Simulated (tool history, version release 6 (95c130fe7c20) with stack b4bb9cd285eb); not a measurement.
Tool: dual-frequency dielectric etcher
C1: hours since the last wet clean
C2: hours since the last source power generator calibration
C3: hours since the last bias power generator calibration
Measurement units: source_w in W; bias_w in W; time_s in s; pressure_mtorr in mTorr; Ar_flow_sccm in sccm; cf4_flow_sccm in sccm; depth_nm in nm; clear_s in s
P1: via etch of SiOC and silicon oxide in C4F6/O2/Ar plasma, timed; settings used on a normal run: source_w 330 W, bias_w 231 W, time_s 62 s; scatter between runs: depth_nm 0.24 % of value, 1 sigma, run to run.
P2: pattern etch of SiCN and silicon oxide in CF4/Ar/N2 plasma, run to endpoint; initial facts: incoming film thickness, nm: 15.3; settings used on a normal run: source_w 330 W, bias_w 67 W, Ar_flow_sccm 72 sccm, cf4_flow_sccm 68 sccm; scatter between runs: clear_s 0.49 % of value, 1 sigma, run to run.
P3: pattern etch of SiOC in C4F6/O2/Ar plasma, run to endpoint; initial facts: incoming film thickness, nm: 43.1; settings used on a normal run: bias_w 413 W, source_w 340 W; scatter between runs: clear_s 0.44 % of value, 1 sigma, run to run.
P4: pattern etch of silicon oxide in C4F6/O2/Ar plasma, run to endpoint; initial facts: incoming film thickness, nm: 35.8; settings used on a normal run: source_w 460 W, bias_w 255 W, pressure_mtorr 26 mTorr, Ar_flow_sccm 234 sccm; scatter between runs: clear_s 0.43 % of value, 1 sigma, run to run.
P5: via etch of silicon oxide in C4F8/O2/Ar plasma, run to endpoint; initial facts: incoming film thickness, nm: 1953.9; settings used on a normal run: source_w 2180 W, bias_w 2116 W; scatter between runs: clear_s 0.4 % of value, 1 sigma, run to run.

Run 1, hour 4.4: process P1, source_w 330 W, bias_w 231 W, time_s 62 s; C1 268.9; C2 717.4; C3 1924.3. Result: depth_nm 71.16 nm.
Run 2, hour 8.1: process P4, source_w 460 W, bias_w 169 W, pressure_mtorr 26 mTorr, Ar_flow_sccm 234 sccm; C1 272.6; C2 721.1; C3 1928. Result: clear_s 10.614 s.
Run 3, hour 13.5: process P2, source_w 420 W, bias_w 67 W, Ar_flow_sccm 72 sccm, cf4_flow_sccm 68 sccm; C1 278; C2 726.5; C3 1933.4. Result: clear_s 18.293 s.
Run 4, hour 18.4: process P5, source_w 2180 W, bias_w 2116 W; C1 282.9; C2 731.4; C3 1938.3. Result: clear_s 349.89 s.
Run 5, hour 21.6: process P1, source_w 330 W, bias_w 157 W, time_s 88.5 s; C1 286.1; C2 734.6; C3 1941.5. Result: depth_nm 89.14 nm.
Run 6, hour 24.7: process P2, source_w 330 W, bias_w 67 W, Ar_flow_sccm 72 sccm, cf4_flow_sccm 68 sccm; C1 289.2; C2 737.7; C3 1944.6. Result: clear_s 22.895 s.
Run 7, hour 28.8: process P4, source_w 330 W, bias_w 255 W, pressure_mtorr 26 mTorr, Ar_flow_sccm 234 sccm; C1 293.3; C2 741.8; C3 1948.7. Result: clear_s 10.573 s.
Run 8, hour 32.6: process P3, source_w 340 W, bias_w 258 W; C1 297.1; C2 745.6; C3 1952.5. Result: clear_s 19.367 s.
Run 9, hour 38.2: process P3, source_w 340 W, bias_w 413 W; C1 302.7; C2 751.2; C3 1958.1. Result: clear_s 16.416 s.
Run 10, hour 44: process P1, source_w 330 W, bias_w 231 W, time_s 62 s; C1 308.5; C2 757; C3 1963.9. Result: depth_nm 71.029 nm.
Run 11, hour 48.7: process P2, source_w 330 W, bias_w 67 W, Ar_flow_sccm 49 sccm, cf4_flow_sccm 68 sccm; C1 313.2; C2 761.7; C3 1968.6. Result: clear_s 21.929 s.
Run 12, hour 55.6: process P1, source_w 330 W, bias_w 231 W, time_s 62 s; C1 320.1; C2 768.6; C3 1975.5. Result: depth_nm 70.931 nm.
Run 13, hour 59.6: process P4, source_w 460 W, bias_w 255 W, pressure_mtorr 26 mTorr, Ar_flow_sccm 234 sccm; C1 324.1; C2 772.6; C3 1979.5. Result: clear_s 9.2017 s.
Run 14, hour 63.6: process P4, source_w 460 W, bias_w 255 W, pressure_mtorr 26 mTorr, Ar_flow_sccm 234 sccm; C1 328.1; C2 776.6; C3 1983.5. Result: clear_s 9.2612 s.
Run 15, hour 68.2: process P1, source_w 450 W, bias_w 231 W, time_s 62 s; C1 332.7; C2 781.2; C3 1988.1. Result: depth_nm 80.128 nm.
Run 16, hour 73.7: process P1, source_w 330 W, bias_w 328 W, time_s 62 s; C1 338.2; C2 786.7; C3 1993.6. Result: depth_nm 80.338 nm.
Run 17, hour 80.4: process P5, source_w 2180 W, bias_w 2116 W; C1 344.9; C2 793.4; C3 2000.3. Result: clear_s 354.54 s.
Run 18, hour 83.9: process P1, source_w 240 W, bias_w 231 W, time_s 62 s; C1 348.4; C2 796.9; C3 2003.8. Result: depth_nm 62.86 nm.
Run 19, hour 89.6: process P1, source_w 330 W, bias_w 231 W, time_s 86 s; C1 354.1; C2 802.6; C3 2009.5. Result: depth_nm 98.599 nm.
Run 20, hour 95.4: process P5, source_w 1300 W, bias_w 2116 W; C1 359.9; C2 808.4; C3 2015.3. Result: clear_s 433.56 s.
Run 21, hour 101.8: process P2, source_w 330 W, bias_w 67 W, Ar_flow_sccm 72 sccm, cf4_flow_sccm 89 sccm; C1 366.3; C2 814.8; C3 2021.7. Result: clear_s 22.089 s.
Run 22, hour 105: process P1, source_w 330 W, bias_w 231 W, time_s 37.5 s; C1 369.5; C2 818; C3 2024.9. Result: depth_nm 42.954 nm.
Run 23, hour 108.8: process P5, source_w 2180 W, bias_w 2933 W; C1 373.3; C2 821.8; C3 2028.7. Result: clear_s 319.6 s.
Run 24, hour 112.9: process P4, source_w 460 W, bias_w 255 W, pressure_mtorr 26 mTorr, Ar_flow_sccm 165 sccm; C1 377.4; C2 825.9; C3 2032.8. Result: clear_s 8.8807 s.
Run 25, hour 116.8: process P2, source_w 330 W, bias_w 50 W, Ar_flow_sccm 72 sccm, cf4_flow_sccm 68 sccm; C1 381.3; C2 829.8; C3 2036.7. Result: clear_s 25.166 s.

The next listed run, before its measurement:
Run 26, hour 121.8: process P3, source_w 470 W, bias_w 413 W; C1 386.3; C2 834.8; C3 2041.7. Result: clear_s ?.

{"run 26": {"clear_s": 14.514}}

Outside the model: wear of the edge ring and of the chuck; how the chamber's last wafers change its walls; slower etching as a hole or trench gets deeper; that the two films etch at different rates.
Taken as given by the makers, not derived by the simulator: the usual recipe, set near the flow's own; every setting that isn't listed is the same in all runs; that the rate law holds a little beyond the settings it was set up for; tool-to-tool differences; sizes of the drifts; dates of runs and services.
